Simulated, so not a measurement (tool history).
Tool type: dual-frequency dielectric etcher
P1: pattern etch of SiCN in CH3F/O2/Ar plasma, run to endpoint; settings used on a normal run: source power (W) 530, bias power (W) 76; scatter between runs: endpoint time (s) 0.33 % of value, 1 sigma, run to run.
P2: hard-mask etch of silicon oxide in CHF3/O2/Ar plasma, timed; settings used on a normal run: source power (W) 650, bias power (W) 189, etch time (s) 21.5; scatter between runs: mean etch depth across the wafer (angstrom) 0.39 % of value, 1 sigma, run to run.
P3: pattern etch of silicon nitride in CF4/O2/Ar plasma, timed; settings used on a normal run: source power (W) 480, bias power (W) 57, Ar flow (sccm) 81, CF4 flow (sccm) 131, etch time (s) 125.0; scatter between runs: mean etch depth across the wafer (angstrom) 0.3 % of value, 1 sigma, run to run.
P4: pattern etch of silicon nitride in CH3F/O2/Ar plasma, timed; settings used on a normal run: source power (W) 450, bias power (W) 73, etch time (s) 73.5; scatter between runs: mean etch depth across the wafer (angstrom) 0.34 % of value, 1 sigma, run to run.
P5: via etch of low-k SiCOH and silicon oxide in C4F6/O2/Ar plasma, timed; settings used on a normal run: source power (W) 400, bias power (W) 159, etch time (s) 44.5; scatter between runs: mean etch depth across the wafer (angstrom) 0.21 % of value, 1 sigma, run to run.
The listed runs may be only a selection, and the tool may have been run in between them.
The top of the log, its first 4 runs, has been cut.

run   hour  process that ran  source power (W)  bias power (W)  etch time (s)  Ar flow (sccm)  CF4 flow (sccm)  endpoint time (s)  mean etch depth across the wafer (angstrom)
  5   26.3                P5               480             159           44.5                                                                                          1198.80
  6   34.3                P4               450              73          100.5                                                                                           721.46
  7   40.6                P1               420              58                                                             31.245
  8   47.5                P1               530              76                                                             25.951
  9   54.1                P5               400             159           64.5                                                                                          1614.00
 10   58.9                P3               480              57          162.5              81              131                                                         3327.50
 11   64.4                P1               530              76                                                             26.142
 12   69.5                P4               450              96           73.5                                                                                           581.97
 13   75.2                P5               400             159           44.5                                                                                          1109.50
 14   82.1                P1               630             103                                                             21.949
 15   87.4                P5               400             110           44.5                                                                                           996.56
 16   93.5                P1               530              76                                                             26.140
 17  101.9                P2               650             135           21.5                                                                                           391.04
 18  106.2                P1               530              56                                                             29.022
 19  112.7                P1               660              76                                                             23.986
 20  120.1                P3               480              57          125.0              81              179                                                         2608.20
 21  123.9                P4               620              73           73.5                                                                                           598.99
 22  130.1                P1               530              76                                                             26.325
 23  136.4                P4               450              73           73.5                                                                                           526.75
 24  141.8                P3               480              57          125.0             113              131                                                         2472.30
 25  149.0                P1               530              76                                                             26.139
 26  156.1                P3               570              57          125.0              81              131                                                         2952.00
 27  164.1                P3               480              57          125.0              81              131                                                         2556.20
 28  172.3                P1               410              76                                                             28.881

Run 29 is up next; what results do you expect?
 29  177.3                P1               530             104                                                                  ?

endpoint time (s): 23.319
